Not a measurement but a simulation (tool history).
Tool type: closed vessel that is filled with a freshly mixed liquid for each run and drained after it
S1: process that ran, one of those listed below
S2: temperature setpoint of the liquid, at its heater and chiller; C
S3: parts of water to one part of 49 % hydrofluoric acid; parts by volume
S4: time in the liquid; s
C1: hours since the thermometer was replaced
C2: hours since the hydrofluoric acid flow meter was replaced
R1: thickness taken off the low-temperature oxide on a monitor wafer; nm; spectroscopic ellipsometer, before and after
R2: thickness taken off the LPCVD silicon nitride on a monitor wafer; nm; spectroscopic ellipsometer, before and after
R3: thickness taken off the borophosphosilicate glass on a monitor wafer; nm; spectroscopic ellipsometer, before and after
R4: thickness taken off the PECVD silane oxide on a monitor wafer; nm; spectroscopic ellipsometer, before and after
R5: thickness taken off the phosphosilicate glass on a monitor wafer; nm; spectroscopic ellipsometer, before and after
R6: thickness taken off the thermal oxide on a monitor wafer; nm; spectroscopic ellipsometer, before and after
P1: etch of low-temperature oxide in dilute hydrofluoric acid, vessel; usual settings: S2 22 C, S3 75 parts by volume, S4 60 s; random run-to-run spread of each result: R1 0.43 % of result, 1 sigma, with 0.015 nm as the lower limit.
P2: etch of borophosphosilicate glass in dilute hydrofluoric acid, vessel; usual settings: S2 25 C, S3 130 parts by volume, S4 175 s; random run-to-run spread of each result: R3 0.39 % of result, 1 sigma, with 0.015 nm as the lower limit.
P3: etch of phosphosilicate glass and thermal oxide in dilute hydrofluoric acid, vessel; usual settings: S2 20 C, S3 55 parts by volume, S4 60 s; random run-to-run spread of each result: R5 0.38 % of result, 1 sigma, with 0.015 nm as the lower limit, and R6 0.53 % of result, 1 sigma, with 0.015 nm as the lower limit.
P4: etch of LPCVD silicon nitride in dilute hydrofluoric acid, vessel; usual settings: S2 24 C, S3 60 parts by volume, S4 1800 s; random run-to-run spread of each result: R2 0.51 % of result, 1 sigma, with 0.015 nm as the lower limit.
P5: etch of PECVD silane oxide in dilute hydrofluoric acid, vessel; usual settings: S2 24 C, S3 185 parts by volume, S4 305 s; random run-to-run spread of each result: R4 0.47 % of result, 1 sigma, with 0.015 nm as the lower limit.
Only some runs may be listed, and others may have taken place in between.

| run | hour | S1 | S2 | S3 | S4 | C1 | C2 | R1 | R2 | R3 | R4 | R5 | R6 |
|---|---|---|---|---|---|---|---|---|---|---|---|---|---|
| 1 | 12.1 | P1 | 22 | 75 | 60 | 769.3 | 1160.9 | 24.284 |  |  |  |  |  |
| 2 | 26.4 | P4 | 24 | 60 | 820 | 783.6 | 1175.2 |  | 7.4665 |  |  |  |  |
| 3 | 33.4 | P2 | 19.5 | 130 | 175 | 790.6 | 1182.2 |  |  | 34.902 |  |  |  |
| 4 | 40.4 | P1 | 22 | 75 | 100 | 797.6 | 1189.2 | 40.624 |  |  |  |  |  |
| 5 | 52.8 | P1 | 22 | 75 | 60 | 810 | 1201.6 | 24.545 |  |  |  |  |  |
| 6 | 67 | P1 | 17 | 75 | 110 | 824.2 | 1215.8 | 36.394 |  |  |  |  |  |
| 7 | 73.3 | P1 | 22 | 75 | 30 | 830.5 | 1222.1 | 12.203 |  |  |  |  |  |
| 8 | 80.7 | P2 | 25 | 130 | 175 | 837.9 | 1229.5 |  |  | 43.548 |  |  |  |
| 9 | 90.2 | P5 | 24 | 185 | 490 | 847.4 | 1239 |  |  |  | 39.477 |  |  |
| 10 | 97.7 | P3 | 17 | 55 | 60 | 854.9 | 1246.5 |  |  |  |  | 107.91 | 3.8846 |
| 11 | 108.3 | P4 | 24 | 60 | 1800 | 865.5 | 1257.1 |  | 16.158 |  |  |  |  |
| 12 | 121.4 | P5 | 24 | 185 | 305 | 878.6 | 1270.2 |  |  |  | 24.338 |  |  |
| 13 | 128.6 | P2 | 25 | 130 | 175 | 885.8 | 1277.4 |  |  | 43.762 |  |  |  |
| 14 | 136 | P1 | 28.5 | 75 | 60 | 893.2 | 1284.8 | 31.616 |  |  |  |  |  |
| 15 | 145.3 | P3 | 20 | 55 | 30 | 902.5 | 1294.1 |  |  |  |  | 61.004 | 2.1779 |
| 16 | 157.2 | P3 | 20 | 20 | 60 | 914.4 | 1306 |  |  |  |  | 348.19 | 12.711 |
| 17 | 163.8 | P4 | 24 | 85 | 1800 | 921 | 1312.6 |  | 11.476 |  |  |  |  |
| 18 | 176.6 | P2 | 25 | 195 | 175 | 933.8 | 1325.4 |  |  | 26.768 |  |  |  |
| 19 | 184 | P1 | 22 | 135 | 60 | 941.2 | 1332.8 | 12.697 |  |  |  |  |  |
| 20 | 191.5 | P1 | 22 | 75 | 60 | 948.7 | 1340.3 | 24.498 |  |  |  |  |  |
| 21 | 203.6 | P1 | 22 | 75 | 60 | 960.8 | 1352.4 | 24.61 |  |  |  |  |  |
| 22 | 211.5 | P1 | 17 | 75 | 60 | 968.7 | 1360.3 | 19.914 |  |  |  |  |  |
| 23 | 219.2 | P4 | 24 | 60 | 1800 | 976.4 | 1368 |  | 16.4 |  |  |  |  |
| 24 | 230.2 | P5 | 28.5 | 185 | 305 | 987.4 | 1379 |  |  |  | 28.792 |  |  |
| 25 | 239 | P2 | 25 | 130 | 30 | 996.2 | 1387.8 |  |  | 7.4642 |  |  |  |
| 26 | 253.1 | P5 | 24 | 40 | 305 | 1010.3 | 1401.9 |  |  |  | 134.27 |  |  |
| 27 | 266.6 | P1 | 22 | 75 | 60 | 1023.8 | 1415.4 | 24.352 |  |  |  |  |  |
| 28 | 273.6 | P4 | 31.5 | 60 | 1800 | 1030.8 | 1422.4 |  | 26.66 |  |  |  |  |
| 29 | 283.3 | P1 | 22 | 40 | 60 | 1040.5 | 1432.1 | 47.893 |  |  |  |  |  |
| 30 | 294.1 | P5 | 24 | 185 | 305 | 1051.3 | 1442.9 |  |  |  | 24.588 |  |  |
| 31 | 302 | P3 | 20 | 55 | 60 | 1059.2 | 1450.8 |  |  |  |  | 121.95 | 4.3891 |
| 32 | 312.7 | P1 | 22 | 75 | 60 | 1069.9 | 1461.5 | 24.616 |  |  |  |  |  |
| 33 | 319.8 | P1 | 22 | 75 | 60 | 1077 | 1468.6 | 24.983 |  |  |  |  |  |
| 34 | 332.7 | P1 | 22 | 75 | 60 | 1089.9 | 1481.5 | 25.536 |  |  |  |  |  |
| 35 | 341.8 | P1 | 22 | 75 | 60 | 1099 | 1490.6 | 25.668 |  |  |  |  |  |
| 36 | 356 | P1 | 22 | 75 | 60 | 1113.2 | 1504.8 | 25.736 |  |  |  |  |  |
| 37 | 363 | P1 | 22 | 75 | 60 | 1120.2 | 1511.8 | 25.71 |  |  |  |  |  |
| 38 | 374.2 | P1 | 22 | 75 | 60 | 1131.4 | 1523 | 25.847 |  |  |  |  |  |
| 39 | 386.2 | P1 | 22 | 75 | 60 | 1143.4 | 1535 | 25.845 |  |  |  |  |  |
| 40 | 395.6 | P1 | 22 | 75 | 60 | 1152.8 | 1544.4 | 25.817 |  |  |  |  |  |

Compared with where it was, what P1 gives has crept away. Each cause listed below fits the log as well as the rest, at the size given for it:
A: hydrofluoric acid flow above the setpoint (%) = 5.42
B: liquid hotter than its thermometer reads (K) = 1.41
Onset of the creep was near hour 312.7.

Of the 4 check runs listed below, each run on one wafer and each result written as a question mark, which would let you distinguish the listed causes because they would give clearly different results?
| check 1 | 405 | P5 | 28 | 50 | 305 |  |  |  |  |  | ? |  |  |
| check 2 | 405 | P2 | 20.5 | 180 | 175 |  |  |  |  | ? |  |  |  |
| check 3 | 405 | P3 | 17 | 30 | 60 |  |  |  |  |  |  | ? | ? |
| check 4 | 405 | P4 | 31 | 60 | 1800 |  |  |  | ? |  |  |  |  |

Check results expected under each cause:
| check | result | if A | if B |
|---|---|---|---|
| check 1 | R4 | 132.47 | 132.39 |
| check 2 | R3 | 26.613 | 26.406 |
| check 3 | R5 | 213.17 | 214.75 |
| check 3 | R6 | 7.7291 | 7.7866 |
| check 4 | R2 | 27.095 | 28.111 |
Per check, the gap between the least separated pair of causes, taken in the result that splits them most: check 1 0.06 %; check 2 0.78 %; check 3 0.74 %; check 4 3.68 %
Check 4 distinguishes between the causes, while the remaining checks would return nearly the same result for all of them.

Check 4 has now been run. It gave: R2 28.131 nm. Which of the candidate causes is it?

It was cause B: liquid hotter than its thermometer reads (K).
